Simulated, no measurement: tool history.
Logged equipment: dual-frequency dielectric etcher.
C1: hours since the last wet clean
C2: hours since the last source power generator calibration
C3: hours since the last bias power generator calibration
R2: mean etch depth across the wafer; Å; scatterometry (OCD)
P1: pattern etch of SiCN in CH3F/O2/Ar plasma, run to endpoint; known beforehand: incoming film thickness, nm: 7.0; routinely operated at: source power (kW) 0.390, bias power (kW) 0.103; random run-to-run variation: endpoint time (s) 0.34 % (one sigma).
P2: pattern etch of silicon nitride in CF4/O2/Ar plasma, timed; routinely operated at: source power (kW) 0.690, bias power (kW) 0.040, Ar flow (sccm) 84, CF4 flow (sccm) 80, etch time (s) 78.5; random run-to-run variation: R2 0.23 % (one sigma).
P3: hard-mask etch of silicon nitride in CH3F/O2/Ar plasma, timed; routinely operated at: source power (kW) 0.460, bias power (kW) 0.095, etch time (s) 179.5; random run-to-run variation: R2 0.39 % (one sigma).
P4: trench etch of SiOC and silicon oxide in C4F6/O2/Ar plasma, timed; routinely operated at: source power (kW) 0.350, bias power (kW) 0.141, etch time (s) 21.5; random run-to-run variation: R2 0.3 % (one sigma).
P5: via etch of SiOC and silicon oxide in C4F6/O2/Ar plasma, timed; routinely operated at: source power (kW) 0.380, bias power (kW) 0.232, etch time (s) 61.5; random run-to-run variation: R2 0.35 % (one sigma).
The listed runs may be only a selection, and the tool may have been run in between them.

run 1 hour=7.6 | process_that_ran=P1 source_power_(kW)=0.390 bias_power_(kW)=0.103 | C1=90.5 C2=1623.5 C3=3586.5 | endpoint_time_(s)=16.678
run 2 hour=16.1 | process_that_ran=P4 source_power_(kW)=0.350 bias_power_(kW)=0.141 etch_time_(s)=21.5 | C1=99.0 C2=1632.0 C3=3595.0 | R2=373.45
run 3 hour=21.6 | process_that_ran=P1 source_power_(kW)=0.550 bias_power_(kW)=0.069 | C1=104.5 C2=1637.5 C3=3600.5 | endpoint_time_(s)=16.956
run 4 hour=29.8 | process_that_ran=P4 source_power_(kW)=0.350 bias_power_(kW)=0.141 etch_time_(s)=16.0 | C1=112.7 C2=1645.7 C3=3608.7 | R2=278.15
run 5 hour=40.8 | process_that_ran=P5 source_power_(kW)=0.380 bias_power_(kW)=0.232 etch_time_(s)=61.5 | C1=123.7 C2=1656.7 C3=3619.7 | R2=709.85
run 6 hour=46.1 | process_that_ran=P1 source_power_(kW)=0.390 bias_power_(kW)=0.103 | C1=129.0 C2=1662.0 C3=3625.0 | endpoint_time_(s)=16.801
run 7 hour=54.7 | process_that_ran=P5 source_power_(kW)=0.230 bias_power_(kW)=0.232 etch_time_(s)=61.5 | C1=137.6 C2=1670.6 C3=3633.6 | R2=584.93
run 8 hour=63.9 | process_that_ran=P2 source_power_(kW)=0.690 bias_power_(kW)=0.040 etch_time_(s)=114.0 Ar_flow_(sccm)=84 CF4_flow_(sccm)=80 | C1=146.8 C2=1679.8 C3=3642.8 | R2=2642.20
run 9 hour=75.8 | process_that_ran=P1 source_power_(kW)=0.390 bias_power_(kW)=0.103 | C1=158.7 C2=1691.7 C3=3654.7 | endpoint_time_(s)=16.696
run 10 hour=81.4 | process_that_ran=P2 source_power_(kW)=0.690 bias_power_(kW)=0.040 etch_time_(s)=78.5 Ar_flow_(sccm)=84 CF4_flow_(sccm)=104 | C1=164.3 C2=1697.3 C3=3660.3 | R2=1885.50
run 11 hour=87.5 | process_that_ran=P1 source_power_(kW)=0.390 bias_power_(kW)=0.103 | C1=170.4 C2=1703.4 C3=3666.4 | endpoint_time_(s)=16.673
run 12 hour=95.1 | process_that_ran=P1 source_power_(kW)=0.300 bias_power_(kW)=0.103 | C1=178.0 C2=1711.0 C3=3674.0 | endpoint_time_(s)=18.529
run 13 hour=105.6 | process_that_ran=P1 source_power_(kW)=0.510 bias_power_(kW)=0.103 | C1=188.5 C2=1721.5 C3=3684.5 | endpoint_time_(s)=15.202
run 14 hour=113.8 | process_that_ran=P2 source_power_(kW)=0.960 bias_power_(kW)=0.040 etch_time_(s)=78.5 Ar_flow_(sccm)=84 CF4_flow_(sccm)=80 | C1=196.7 C2=1729.7 C3=3692.7 | R2=2432.80
run 15 hour=124.8 | process_that_ran=P4 source_power_(kW)=0.350 bias_power_(kW)=0.141 etch_time_(s)=21.5 | C1=207.7 C2=1740.7 C3=3703.7 | R2=373.03
run 16 hour=132.5 | process_that_ran=P5 source_power_(kW)=0.380 bias_power_(kW)=0.232 etch_time_(s)=75.5 | C1=215.4 C2=1748.4 C3=3711.4 | R2=867.35
run 17 hour=140.2 | process_that_ran=P2 source_power_(kW)=0.690 bias_power_(kW)=0.031 etch_time_(s)=78.5 Ar_flow_(sccm)=84 CF4_flow_(sccm)=80 | C1=223.1 C2=1756.1 C3=3719.1 | R2=1666.60
run 18 hour=149.4 | process_that_ran=P3 source_power_(kW)=0.460 bias_power_(kW)=0.127 etch_time_(s)=179.5 | C1=232.3 C2=1765.3 C3=3728.3 | R2=1619.60
run 19 hour=160.6 | process_that_ran=P4 source_power_(kW)=0.460 bias_power_(kW)=0.141 etch_time_(s)=21.5 | C1=243.5 C2=1776.5 C3=3739.5 | R2=415.16
run 20 hour=168.5 | process_that_ran=P3 source_power_(kW)=0.460 bias_power_(kW)=0.095 etch_time_(s)=136.0 | C1=251.4 C2=1784.4 C3=3747.4 | R2=1118.50
run 21 hour=176.7 | process_that_ran=P4 source_power_(kW)=0.350 bias_power_(kW)=0.192 etch_time_(s)=21.5 | C1=259.6 C2=1792.6 C3=3755.6 | R2=410.51
-- hour=178.5 wet clean of the chamber
run 22 hour=188.1 | process_that_ran=P5 source_power_(kW)=0.380 bias_power_(kW)=0.302 etch_time_(s)=61.5 | C1=9.7 C2=1804.0 C3=3767.0 | R2=780.34
run 23 hour=200.3 | process_that_ran=P3 source_power_(kW)=0.460 bias_power_(kW)=0.095 etch_time_(s)=179.5 | C1=21.9 C2=1816.2 C3=3779.2 | R2=1470.70
run 24 hour=208.0 | process_that_ran=P3 source_power_(kW)=0.290 bias_power_(kW)=0.095 etch_time_(s)=179.5 | C1=29.6 C2=1823.9 C3=3786.9 | R2=1228.80
run 25 hour=219.0 | process_that_ran=P1 source_power_(kW)=0.390 bias_power_(kW)=0.065 | C1=40.6 C2=1834.9 C3=3797.9 | endpoint_time_(s)=19.818
run 26 hour=231.1 | process_that_ran=P2 source_power_(kW)=0.690 bias_power_(kW)=0.040 etch_time_(s)=78.5 Ar_flow_(sccm)=84 CF4_flow_(sccm)=80 | C1=52.7 C2=1847.0 C3=3810.0 | R2=1818.20
run 27 hour=239.6 | process_that_ran=P1 source_power_(kW)=0.390 bias_power_(kW)=0.140 | C1=61.2 C2=1855.5 C3=3818.5 | endpoint_time_(s)=14.923
run 28 hour=245.5 | process_that_ran=P2 source_power_(kW)=0.690 bias_power_(kW)=0.040 etch_time_(s)=78.5 Ar_flow_(sccm)=64 CF4_flow_(sccm)=80 | C1=67.1 C2=1861.4 C3=3824.4 | R2=1886.90
run 29 hour=252.4 | process_that_ran=P1 source_power_(kW)=0.390 bias_power_(kW)=0.103 | C1=74.0 C2=1868.3 C3=3831.3 | endpoint_time_(s)=16.735
run 30 hour=259.7 | process_that_ran=P1 source_power_(kW)=0.390 bias_power_(kW)=0.103 | C1=81.3 C2=1875.6 C3=3838.6 | endpoint_time_(s)=16.781
run 31 hour=270.5 | process_that_ran=P1 source_power_(kW)=0.390 bias_power_(kW)=0.103 | C1=92.1 C2=1886.4 C3=3849.4 | endpoint_time_(s)=16.842
run 32 hour=279.9 | process_that_ran=P1 source_power_(kW)=0.390 bias_power_(kW)=0.103 | C1=101.5 C2=1895.8 C3=3858.8 | endpoint_time_(s)=16.994
run 33 hour=286.6 | process_that_ran=P1 source_power_(kW)=0.390 bias_power_(kW)=0.103 | C1=108.2 C2=1902.5 C3=3865.5 | endpoint_time_(s)=17.077
-- hour=292.0 wet clean of the chamber
run 34 hour=292.3 | process_that_ran=P1 source_power_(kW)=0.390 bias_power_(kW)=0.103 | C1=0.3 C2=1908.2 C3=3871.2 | endpoint_time_(s)=16.958
run 35 hour=299.3 | process_that_ran=P1 source_power_(kW)=0.390 bias_power_(kW)=0.103 | C1=7.3 C2=1915.2 C3=3878.2 | endpoint_time_(s)=17.041
run 36 hour=307.9 | process_that_ran=P1 source_power_(kW)=0.390 bias_power_(kW)=0.103 | C1=15.9 C2=1923.8 C3=3886.8 | endpoint_time_(s)=17.026
run 37 hour=317.2 | process_that_ran=P1 source_power_(kW)=0.390 bias_power_(kW)=0.103 | C1=25.2 C2=1933.1 C3=3896.1 | endpoint_time_(s)=16.948

Something has made what P1 gives creep away from where it was; the 2 causes below, each at its own stated size, fit the log equally well:
A: bias power that arrives under what is set, % = 4.39
B: source power that arrives under what is set, % = 4.52
Onset of the creep was near hour 252.4.
Every other cause this tool's parts could produce, and why it does not fit the log:
chamber walls in a state that lowers the etch rate, %: work on it at hour 292.0, done after the drift set in, did not restore what the process gave before

Below are 4 check runs, each on a single wafer, with their results shown as question marks. Which of them would tell the listed causes apart, meaning the causes would give clearly different results under it?
run check 1 hour=326.5 | process_that_ran=P4 source_power_(kW)=0.350 bias_power_(kW)=0.141 etch_time_(s)=21.5 | R2=?
run check 2 hour=326.5 | process_that_ran=P3 source_power_(kW)=0.460 bias_power_(kW)=0.095 etch_time_(s)=179.5 | R2=?
run check 3 hour=326.5 | process_that_ran=P2 source_power_(kW)=0.690 bias_power_(kW)=0.040 etch_time_(s)=78.5 Ar_flow_(sccm)=84 CF4_flow_(sccm)=80 | R2=?
run check 4 hour=326.5 | process_that_ran=P5 source_power_(kW)=0.380 bias_power_(kW)=0.232 etch_time_(s)=61.5 | R2=?

Expected result of each check under each candidate cause:
check=check_1 result=R2 if_A=367.78 if_B=366.06
check=check_2 result=R2 if_A=1444.20 if_B=1442.50
check=check_3 result=R2 if_A=1790.40 if_B=1746.10
check=check_4 result=R2 if_A=698.54 if_B=696.83
Gap, in per cent, between the two causes that each check separates least, read from the result that separates them most: check 1 0.47 %; check 2 0.12 %; check 3 2.51 %; check 4 0.24 %
Check 3 is the one run that separates the causes; every other check would come out nearly the same whichever cause is at work.

Then check 3 was run and gave: R2 1745.20 Å. Which cause is it?

Of the candidate causes, it is B: source power that arrives under what is set, %.

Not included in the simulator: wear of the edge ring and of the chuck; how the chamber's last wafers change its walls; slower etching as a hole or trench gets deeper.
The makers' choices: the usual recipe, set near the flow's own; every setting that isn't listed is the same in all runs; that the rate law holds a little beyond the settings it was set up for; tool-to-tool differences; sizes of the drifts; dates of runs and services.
